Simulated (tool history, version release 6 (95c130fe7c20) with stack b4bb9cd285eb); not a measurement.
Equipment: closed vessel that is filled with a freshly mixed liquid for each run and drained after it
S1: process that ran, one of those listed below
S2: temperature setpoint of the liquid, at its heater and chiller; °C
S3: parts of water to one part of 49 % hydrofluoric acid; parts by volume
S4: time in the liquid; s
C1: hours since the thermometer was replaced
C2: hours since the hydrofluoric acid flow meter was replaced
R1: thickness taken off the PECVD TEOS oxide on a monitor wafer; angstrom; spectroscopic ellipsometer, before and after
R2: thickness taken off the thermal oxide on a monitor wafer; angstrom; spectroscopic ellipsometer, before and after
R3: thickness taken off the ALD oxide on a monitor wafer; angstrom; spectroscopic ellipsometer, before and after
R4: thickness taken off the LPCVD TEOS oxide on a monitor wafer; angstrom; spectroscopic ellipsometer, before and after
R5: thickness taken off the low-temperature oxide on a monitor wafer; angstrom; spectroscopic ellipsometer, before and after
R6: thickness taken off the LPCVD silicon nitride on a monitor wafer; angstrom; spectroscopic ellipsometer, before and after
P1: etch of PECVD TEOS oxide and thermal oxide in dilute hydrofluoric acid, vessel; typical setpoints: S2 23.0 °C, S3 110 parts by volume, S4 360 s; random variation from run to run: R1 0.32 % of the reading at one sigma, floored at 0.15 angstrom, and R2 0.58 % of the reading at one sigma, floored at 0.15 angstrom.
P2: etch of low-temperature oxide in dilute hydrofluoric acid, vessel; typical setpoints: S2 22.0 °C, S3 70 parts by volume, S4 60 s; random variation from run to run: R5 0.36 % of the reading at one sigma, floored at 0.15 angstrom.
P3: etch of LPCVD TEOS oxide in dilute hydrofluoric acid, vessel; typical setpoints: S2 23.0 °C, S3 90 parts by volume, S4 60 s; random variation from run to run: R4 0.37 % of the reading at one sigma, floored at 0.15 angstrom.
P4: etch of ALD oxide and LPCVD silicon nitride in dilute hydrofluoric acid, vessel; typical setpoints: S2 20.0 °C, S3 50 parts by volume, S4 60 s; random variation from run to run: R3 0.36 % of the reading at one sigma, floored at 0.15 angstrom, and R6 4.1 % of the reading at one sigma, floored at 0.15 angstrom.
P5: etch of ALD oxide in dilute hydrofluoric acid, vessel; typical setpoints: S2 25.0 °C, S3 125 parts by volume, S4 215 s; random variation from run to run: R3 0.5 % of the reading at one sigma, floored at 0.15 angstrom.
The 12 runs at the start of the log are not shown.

{"run": 13, "hour": 123.3, "S1": "P4", "S2": 20.0, "S3": 50, "S4": 60, "C1": 770.5, "C2": 957.7, "R3": 246.85, "R6": 4.8992}
{"run": 14, "hour": 133.4, "S1": "P4", "S2": 20.0, "S3": 50, "S4": 60, "C1": 780.6, "C2": 967.8, "R3": 246.67, "R6": 5.2708}
{"run": 15, "hour": 140.2, "S1": "P1", "S2": 23.0, "S3": 110, "S4": 60, "C1": 787.4, "C2": 974.6, "R1": 89.146, "R2": 23.39}
{"run": 16, "hour": 149.0, "S1": "P1", "S2": 19.0, "S3": 110, "S4": 360, "C1": 796.2, "C2": 983.4, "R1": 453.64, "R2": 121.24}
{"run": 17, "hour": 156.9, "S1": "P3", "S2": 23.0, "S3": 90, "S4": 30, "C1": 804.1, "C2": 991.3, "R4": 71.207}
{"run": 18, "hour": 165.0, "S1": "P1", "S2": 23.0, "S3": 110, "S4": 360, "C1": 812.2, "C2": 999.4, "R1": 533.76, "R2": 141.62}
{"run": 19, "hour": 174.6, "S1": "P2", "S2": 22.0, "S3": 70, "S4": 60, "C1": 821.8, "C2": 1009.0, "R5": 229.6}
{"run": 20, "hour": 182.4, "S1": "P1", "S2": 23.0, "S3": 110, "S4": 630, "C1": 829.6, "C2": 1016.8, "R1": 941.57, "R2": 246.29}
{"run": 21, "hour": 190.8, "S1": "P5", "S2": 25.0, "S3": 125, "S4": 215, "C1": 838.0, "C2": 1025.2, "R3": 269.71}
{"run": 22, "hour": 197.2, "S1": "P5", "S2": 25.0, "S3": 125, "S4": 120, "C1": 844.4, "C2": 1031.6, "R3": 151.75}

Run 23 has not been measured yet. What should we expect?
{"run": 23, "hour": 207.2, "S1": "P3", "S2": 23.0, "S3": 90, "S4": 60, "C1": 854.4, "C2": 1041.6, "R4": "?"}

R4: 142.940 angstrom

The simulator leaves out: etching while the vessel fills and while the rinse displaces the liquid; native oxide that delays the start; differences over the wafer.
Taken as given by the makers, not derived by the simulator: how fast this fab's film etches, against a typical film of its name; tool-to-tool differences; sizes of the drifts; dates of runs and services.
